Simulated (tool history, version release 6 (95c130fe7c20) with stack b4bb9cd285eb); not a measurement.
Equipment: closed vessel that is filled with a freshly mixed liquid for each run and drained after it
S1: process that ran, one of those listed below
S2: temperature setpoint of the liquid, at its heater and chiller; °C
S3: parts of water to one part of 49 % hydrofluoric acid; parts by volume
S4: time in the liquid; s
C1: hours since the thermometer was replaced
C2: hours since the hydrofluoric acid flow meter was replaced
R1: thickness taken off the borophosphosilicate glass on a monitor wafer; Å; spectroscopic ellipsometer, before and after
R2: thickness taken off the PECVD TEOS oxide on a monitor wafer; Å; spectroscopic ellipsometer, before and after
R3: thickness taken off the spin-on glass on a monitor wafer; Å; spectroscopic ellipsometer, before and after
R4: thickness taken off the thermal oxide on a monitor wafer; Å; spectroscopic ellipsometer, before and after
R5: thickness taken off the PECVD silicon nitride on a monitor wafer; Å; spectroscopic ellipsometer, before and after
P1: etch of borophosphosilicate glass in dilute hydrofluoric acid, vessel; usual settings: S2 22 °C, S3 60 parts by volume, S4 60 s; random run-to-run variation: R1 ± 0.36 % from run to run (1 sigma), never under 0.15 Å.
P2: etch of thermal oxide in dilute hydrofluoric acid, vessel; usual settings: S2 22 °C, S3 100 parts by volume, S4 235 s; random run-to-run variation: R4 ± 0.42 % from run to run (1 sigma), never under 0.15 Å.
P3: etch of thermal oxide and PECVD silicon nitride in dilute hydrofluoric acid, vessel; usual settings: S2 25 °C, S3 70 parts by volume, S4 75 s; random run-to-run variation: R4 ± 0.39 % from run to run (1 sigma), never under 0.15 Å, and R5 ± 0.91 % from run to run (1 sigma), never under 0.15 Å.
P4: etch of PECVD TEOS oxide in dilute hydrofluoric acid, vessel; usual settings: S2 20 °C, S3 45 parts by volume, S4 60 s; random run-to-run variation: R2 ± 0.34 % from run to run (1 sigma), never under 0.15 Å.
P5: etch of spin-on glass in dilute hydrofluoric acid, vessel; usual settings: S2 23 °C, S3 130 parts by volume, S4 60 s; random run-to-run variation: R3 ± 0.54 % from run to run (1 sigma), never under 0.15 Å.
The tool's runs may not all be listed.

{"run": 1, "day": 0.233, "S1": "P1", "S2": 22, "S3": 60, "S4": 60, "C1": 466.2, "C2": 153.3, "R1": 446.4}
{"run": 2, "day": 0.604, "S1": "P4", "S2": 27, "S3": 45, "S4": 60, "C1": 475.1, "C2": 162.2, "R2": 283.84}
{"run": 3, "day": 0.979, "S1": "P5", "S2": 23, "S3": 130, "S4": 30, "C1": 484.1, "C2": 171.2, "R3": 58.317}
{"run": 4, "day": 1.304, "S1": "P2", "S2": 22, "S3": 100, "S4": 235, "C1": 491.9, "C2": 179.0, "R4": 104.13}
{"run": 5, "day": 1.65, "S1": "P1", "S2": 28, "S3": 60, "S4": 60, "C1": 500.2, "C2": 187.3, "R1": 565.63}
{"run": 6, "day": 1.838, "S1": "P1", "S2": 22, "S3": 95, "S4": 60, "C1": 504.7, "C2": 191.8, "R1": 270.96}
{"run": 7, "day": 2.167, "S1": "P1", "S2": 17, "S3": 60, "S4": 60, "C1": 512.6, "C2": 199.7, "R1": 360.18}
{"run": 8, "day": 2.55, "S1": "P5", "S2": 17, "S3": 130, "S4": 60, "C1": 521.8, "C2": 208.9, "R3": 91.847}
{"run": 9, "day": 2.8, "S1": "P2", "S2": 22, "S3": 60, "S4": 235, "C1": 527.8, "C2": 214.9, "R4": 181.95}
{"run": 10, "day": 3.0, "S1": "P1", "S2": 22, "S3": 60, "S4": 60, "C1": 532.6, "C2": 219.7, "R1": 445.14}
{"run": 11, "day": 3.362, "S1": "P4", "S2": 20, "S3": 20, "S4": 60, "C1": 541.3, "C2": 228.4, "R2": 492.03}
{"run": 12, "day": 3.675, "S1": "P1", "S2": 22, "S3": 60, "S4": 60, "C1": 548.8, "C2": 235.9, "R1": 442.22}
{"run": 13, "day": 3.875, "S1": "P1", "S2": 22, "S3": 60, "S4": 60, "C1": 553.6, "C2": 240.7, "R1": 444.37}
{"run": 14, "day": 4.167, "S1": "P4", "S2": 20, "S3": 45, "S4": 60, "C1": 560.6, "C2": 247.7, "R2": 211.82}
{"run": 15, "day": 4.425, "S1": "P1", "S2": 22, "S3": 35, "S4": 105, "C1": 566.8, "C2": 253.9, "R1": 1380.4}
{"run": 16, "day": 4.746, "S1": "P3", "S2": 25, "S3": 70, "S4": 75, "C1": 574.5, "C2": 261.6, "R4": 51.43, "R5": 28.508}
{"run": 17, "day": 4.967, "S1": "P1", "S2": 22, "S3": 40, "S4": 60, "C1": 579.8, "C2": 266.9, "R1": 680.93}
{"run": 18, "day": 5.204, "S1": "P1", "S2": 22, "S3": 60, "S4": 60, "C1": 585.5, "C2": 272.6, "R1": 446.44}
{"run": 19, "day": 5.538, "S1": "P1", "S2": 22, "S3": 60, "S4": 60, "C1": 593.5, "C2": 280.6, "R1": 445.36}
{"run": 20, "day": 5.908, "S1": "P4", "S2": 20, "S3": 45, "S4": 95, "C1": 602.4, "C2": 289.5, "R2": 337.02}
{"run": 21, "day": 6.25, "S1": "P1", "S2": 22, "S3": 60, "S4": 35, "C1": 610.6, "C2": 297.7, "R1": 260.76}
{"run": 22, "day": 6.567, "S1": "P4", "S2": 20, "S3": 45, "S4": 60, "C1": 618.2, "C2": 305.3, "R2": 211.3}
{"run": 23, "day": 6.85, "S1": "P3", "S2": 25, "S3": 70, "S4": 30, "C1": 625.0, "C2": 312.1, "R4": 20.642, "R5": 11.382}
{"run": 24, "day": 7.154, "S1": "P2", "S2": 22, "S3": 100, "S4": 45, "C1": 632.3, "C2": 319.4, "R4": 20.188}
{"day": 7.317, "done": "hydrofluoric acid flow meter replaced"}
{"run": 25, "day": 7.521, "S1": "P2", "S2": 22, "S3": 100, "S4": 235, "C1": 641.1, "C2": 5.0, "R4": 104.64}
{"run": 26, "day": 7.9, "S1": "P1", "S2": 22, "S3": 60, "S4": 110, "C1": 650.2, "C2": 14.1, "R1": 821.26}
{"run": 27, "day": 8.25, "S1": "P5", "S2": 23, "S3": 65, "S4": 60, "C1": 658.6, "C2": 22.5, "R3": 251.68}
{"run": 28, "day": 8.45, "S1": "P5", "S2": 23, "S3": 130, "S4": 60, "C1": 663.4, "C2": 27.3, "R3": 116.79}
{"run": 29, "day": 8.788, "S1": "P1", "S2": 22, "S3": 60, "S4": 60, "C1": 671.5, "C2": 35.4, "R1": 443.4}
{"run": 30, "day": 8.962, "S1": "P3", "S2": 33, "S3": 70, "S4": 75, "C1": 675.7, "C2": 39.6, "R4": 70.323, "R5": 47.132}
{"run": 31, "day": 9.338, "S1": "P3", "S2": 25, "S3": 40, "S4": 75, "C1": 684.7, "C2": 48.6, "R4": 93.619, "R5": 47.699}
{"run": 32, "day": 9.596, "S1": "P2", "S2": 17, "S3": 100, "S4": 235, "C1": 690.9, "C2": 54.8, "R4": 85.756}
{"run": 33, "day": 9.817, "S1": "P1", "S2": 22, "S3": 60, "S4": 60, "C1": 696.2, "C2": 60.1, "R1": 442.42}
{"run": 34, "day": 10.071, "S1": "P1", "S2": 22, "S3": 60, "S4": 60, "C1": 702.3, "C2": 66.2, "R1": 457.19}
{"run": 35, "day": 10.446, "S1": "P1", "S2": 22, "S3": 60, "S4": 60, "C1": 711.3, "C2": 75.2, "R1": 469.19}
{"run": 36, "day": 10.646, "S1": "P1", "S2": 22, "S3": 60, "S4": 60, "C1": 716.1, "C2": 80.0, "R1": 474.8}
{"run": 37, "day": 10.846, "S1": "P1", "S2": 22, "S3": 60, "S4": 60, "C1": 720.9, "C2": 84.8, "R1": 476.89}
{"run": 38, "day": 11.208, "S1": "P1", "S2": 22, "S3": 60, "S4": 60, "C1": 729.6, "C2": 93.5, "R1": 481.42}
{"run": 39, "day": 11.454, "S1": "P1", "S2": 22, "S3": 60, "S4": 60, "C1": 735.5, "C2": 99.4, "R1": 481.47}
{"run": 40, "day": 11.812, "S1": "P1", "S2": 22, "S3": 60, "S4": 60, "C1": 744.1, "C2": 108.0, "R1": 480.9}
{"run": 41, "day": 12.0, "S1": "P1", "S2": 22, "S3": 60, "S4": 60, "C1": 748.6, "C2": 112.5, "R1": 483.16}

Something has made what P1 gives creep away from where it was; the 2 causes below, each at its own stated size, fit the log equally well:
A: liquid hotter than its thermometer reads (K) = 1.95
B: hydrofluoric acid flow above the setpoint (%) = 7.73
Onset of the creep was near day 9.817.

Which of the 4 check runs listed below, each an average over 2 wafers with its results shown as question marks, gives clearly different results under the different listed causes?
{"run": "check 1", "day": 12.188, "S1": "P2", "S2": 17.0, "S3": 100, "S4": 130, "R4": "?"}
{"run": "check 2", "day": 12.188, "S1": "P3", "S2": 29.0, "S3": 70, "S4": 75, "R4": "?", "R5": "?"}
{"run": "check 3", "day": 12.188, "S1": "P5", "S2": 17.0, "S3": 80, "S4": 60, "R3": "?"}
{"run": "check 4", "day": 12.188, "S1": "P4", "S2": 24.5, "S3": 20, "S4": 60, "R2": "?"}

Check results expected under each cause:
check=check_1 result=R4 if_A=51.045 if_B=51.068
check=check_2 result=R4 if_A=65.284 if_B=65.718
check=check_2 result=R5 if_A=41.385 if_B=39.352
check=check_3 result=R3 if_A=169.890 if_B=169.570
check=check_4 result=R2 if_A=646.13 if_B=643.08
Per-check spread between the two closest causes, in the result where they differ most: check 1 0.05 %; check 2 5.04 %; check 3 0.19 %; check 4 0.47 %
Check 2 is the one run that separates the causes; every other check would come out nearly the same whichever cause is at work.

The results of check 2 are: R4 65.731 Å; R5 39.820 Å. Based on these, which of the listed causes is it?

The cause is B: hydrofluoric acid flow above the setpoint (%).
